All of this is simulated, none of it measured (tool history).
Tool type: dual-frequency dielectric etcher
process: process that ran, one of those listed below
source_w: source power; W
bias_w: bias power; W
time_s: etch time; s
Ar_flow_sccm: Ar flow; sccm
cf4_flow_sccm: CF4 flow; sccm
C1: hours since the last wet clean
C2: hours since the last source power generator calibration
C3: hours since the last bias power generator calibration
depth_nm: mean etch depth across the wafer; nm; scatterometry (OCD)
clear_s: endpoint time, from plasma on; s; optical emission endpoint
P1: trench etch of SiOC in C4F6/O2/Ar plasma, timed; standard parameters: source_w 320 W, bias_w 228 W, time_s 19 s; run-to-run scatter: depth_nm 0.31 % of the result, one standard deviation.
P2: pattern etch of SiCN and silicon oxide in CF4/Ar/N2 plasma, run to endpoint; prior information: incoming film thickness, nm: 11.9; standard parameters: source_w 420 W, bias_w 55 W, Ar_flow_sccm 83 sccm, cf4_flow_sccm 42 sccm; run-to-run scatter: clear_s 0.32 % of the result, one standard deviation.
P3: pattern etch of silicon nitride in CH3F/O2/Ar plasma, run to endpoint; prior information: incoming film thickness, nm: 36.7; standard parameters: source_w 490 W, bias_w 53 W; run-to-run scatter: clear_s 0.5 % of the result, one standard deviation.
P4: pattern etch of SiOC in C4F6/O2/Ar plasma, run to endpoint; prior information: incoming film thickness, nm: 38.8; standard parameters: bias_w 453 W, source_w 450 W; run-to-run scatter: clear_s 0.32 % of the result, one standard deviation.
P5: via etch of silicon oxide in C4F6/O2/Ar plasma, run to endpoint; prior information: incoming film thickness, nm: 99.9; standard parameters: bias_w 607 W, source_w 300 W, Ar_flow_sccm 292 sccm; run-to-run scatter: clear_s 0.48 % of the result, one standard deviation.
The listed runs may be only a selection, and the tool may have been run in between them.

run 1 hour=10.4 | process=P1 source_w=320 bias_w=228 time_s=19 | C1=312.8 C2=1271.6 C3=744.5 | depth_nm=38.859
run 2 hour=16.4 | process=P1 source_w=320 bias_w=185 time_s=19 | C1=318.8 C2=1277.6 C3=750.5 | depth_nm=36.175
run 3 hour=26.1 | process=P5 source_w=300 bias_w=431 Ar_flow_sccm=292 | C1=328.5 C2=1287.3 C3=760.2 | clear_s=25.258
run 4 hour=35.7 | process=P1 source_w=430 bias_w=228 time_s=19 | C1=338.1 C2=1296.9 C3=769.8 | depth_nm=43.561
run 5 hour=43 | process=P3 source_w=490 bias_w=53 | C1=345.4 C2=1304.2 C3=777.1 | clear_s=54.253
run 6 hour=51.5 | process=P4 source_w=450 bias_w=453 | C1=353.9 C2=1312.7 C3=785.6 | clear_s=12.852
run 7 hour=62.4 | process=P3 source_w=490 bias_w=32 | C1=364.8 C2=1323.6 C3=796.5 | clear_s=62.805
run 8 hour=74.2 | process=P1 source_w=320 bias_w=228 time_s=19 | C1=376.6 C2=1335.4 C3=808.3 | depth_nm=38.783
run 9 hour=79.7 | process=P4 source_w=450 bias_w=628 | C1=382.1 C2=1340.9 C3=813.8 | clear_s=11.396
run 10 hour=90.6 | process=P5 source_w=300 bias_w=607 Ar_flow_sccm=192 | C1=393 C2=1351.8 C3=824.7 | clear_s=21.449
run 11 hour=102.6 | process=P3 source_w=590 bias_w=53 | C1=405 C2=1363.8 C3=836.7 | clear_s=50.391
run 12 hour=108.7 | process=P1 source_w=230 bias_w=228 time_s=23 | C1=411.1 C2=1369.9 C3=842.8 | depth_nm=41.405
run 13 hour=119.1 | process=P2 source_w=420 bias_w=40 Ar_flow_sccm=83 cf4_flow_sccm=42 | C1=421.5 C2=1380.3 C3=853.2 | clear_s=18.674
run 14 hour=128.3 | process=P1 source_w=320 bias_w=228 time_s=10.5 | C1=430.7 C2=1389.5 C3=862.4 | depth_nm=21.384
run 15 hour=133.8 | process=P3 source_w=490 bias_w=53 | C1=436.2 C2=1395 C3=867.9 | clear_s=54.353
run 16 hour=146.1 | process=P1 source_w=260 bias_w=228 time_s=19 | C1=448.5 C2=1407.3 C3=880.2 | depth_nm=35.857
run 17 hour=155.7 | process=P2 source_w=420 bias_w=55 Ar_flow_sccm=53 cf4_flow_sccm=42 | C1=458.1 C2=1416.9 C3=889.8 | clear_s=15.678
run 18 hour=165.6 | process=P4 source_w=320 bias_w=453 | C1=468 C2=1426.8 C3=899.7 | clear_s=14.623
run 19 hour=174.5 | process=P1 source_w=320 bias_w=228 time_s=19 | C1=476.9 C2=1435.7 C3=908.6 | depth_nm=38.752
run 20 hour=182.1 | process=P1 source_w=320 bias_w=228 time_s=19 | C1=484.5 C2=1443.3 C3=916.2 | depth_nm=38.705
run 21 hour=193.7 | process=P2 source_w=420 bias_w=55 Ar_flow_sccm=83 cf4_flow_sccm=42 | C1=496.1 C2=1454.9 C3=927.8 | clear_s=16.945
-- hour=204.6 wet clean of the chamber
run 22 hour=204.6 | process=P5 source_w=360 bias_w=607 Ar_flow_sccm=292 | C1=0.1 C2=1465.8 C3=938.7 | clear_s=20.762
run 23 hour=210.8 | process=P5 source_w=300 bias_w=607 Ar_flow_sccm=292 | C1=6.3 C2=1472 C3=944.9 | clear_s=22.188
run 24 hour=218.3 | process=P1 source_w=320 bias_w=228 time_s=19 | C1=13.8 C2=1479.5 C3=952.4 | depth_nm=38.846
run 25 hour=224.2 | process=P1 source_w=320 bias_w=228 time_s=19 | C1=19.7 C2=1485.4 C3=958.3 | depth_nm=38.571
run 26 hour=230.3 | process=P2 source_w=420 bias_w=55 Ar_flow_sccm=83 cf4_flow_sccm=32 | C1=25.8 C2=1491.5 C3=964.4 | clear_s=17.717
run 27 hour=236.5 | process=P1 source_w=320 bias_w=306 time_s=19 | C1=32 C2=1497.7 C3=970.6 | depth_nm=42.786
run 28 hour=246 | process=P5 source_w=300 bias_w=607 Ar_flow_sccm=292 | C1=41.5 C2=1507.2 C3=980.1 | clear_s=22.236
run 29 hour=255.1 | process=P2 source_w=320 bias_w=55 Ar_flow_sccm=83 cf4_flow_sccm=42 | C1=50.6 C2=1516.3 C3=989.2 | clear_s=21.62
run 30 hour=267 | process=P1 source_w=320 bias_w=228 time_s=24.5 | C1=62.5 C2=1528.2 C3=1001.1 | depth_nm=49.826
run 31 hour=273.2 | process=P1 source_w=320 bias_w=228 time_s=19 | C1=68.7 C2=1534.4 C3=1007.3 | depth_nm=38.952
run 32 hour=283.7 | process=P1 source_w=320 bias_w=228 time_s=19 | C1=79.2 C2=1544.9 C3=1017.8 | depth_nm=39.27
run 33 hour=290.1 | process=P1 source_w=320 bias_w=228 time_s=19 | C1=85.6 C2=1551.3 C3=1024.2 | depth_nm=39.364
run 34 hour=298.7 | process=P1 source_w=320 bias_w=228 time_s=19 | C1=94.2 C2=1559.9 C3=1032.8 | depth_nm=39.357
run 35 hour=309.6 | process=P1 source_w=320 bias_w=228 time_s=19 | C1=105.1 C2=1570.8 C3=1043.7 | depth_nm=39.275
-- hour=311.1 wet clean of the chamber
run 36 hour=321 | process=P1 source_w=320 bias_w=228 time_s=19 | C1=9.9 C2=1582.2 C3=1055.1 | depth_nm=39.365
run 37 hour=331 | process=P1 source_w=320 bias_w=228 time_s=19 | C1=19.9 C2=1592.2 C3=1065.1 | depth_nm=39.395

P1 no longer gives what it gave before; its output has crept away from where it was. The following 2 causes, each at its listed size, fit the log equally well:
A: source power that arrives over what is set, % = 4.15
B: bias power that arrives over what is set, % = 4.7
At approximately hour 273.2, the process output began to creep.
The rest of the possible causes, and what rules out each one:
chamber walls in a state that raises the etch rate, %: serviced at hour 311.1, after the drift had started, without restoring the earlier output

4 check runs are offered, each on 2 wafers whose results are averaged, their results left as question marks. Which one tells the causes apart?
run check 1 hour=341 | process=P2 source_w=420 bias_w=55 Ar_flow_sccm=83 cf4_flow_sccm=42 | clear_s=?
run check 2 hour=341 | process=P4 source_w=450 bias_w=453 | clear_s=?
run check 3 hour=341 | process=P5 source_w=300 bias_w=607 Ar_flow_sccm=292 | clear_s=?
run check 4 hour=341 | process=P3 source_w=490 bias_w=53 | clear_s=?

Check results expected under each cause:
check=check_1 result=clear_s if_A=16.337 if_B=16.672
check=check_2 result=clear_s if_A=12.668 if_B=12.646
check=check_3 result=clear_s if_A=21.983 if_B=21.915
check=check_4 result=clear_s if_A=53.25 if_B=53.327
How far apart the two closest causes lie, in the result that separates them most: check 1 2.03 %; check 2 0.18 %; check 3 0.31 %; check 4 0.14 %
Check 1 is the one run that separates the causes; every other check would come out nearly the same whichever cause is at work.

With check 1 done, the readings were: clear_s 16.668 s. Identify which of the listed causes applies.

It is B: bias power that arrives over what is set, %.

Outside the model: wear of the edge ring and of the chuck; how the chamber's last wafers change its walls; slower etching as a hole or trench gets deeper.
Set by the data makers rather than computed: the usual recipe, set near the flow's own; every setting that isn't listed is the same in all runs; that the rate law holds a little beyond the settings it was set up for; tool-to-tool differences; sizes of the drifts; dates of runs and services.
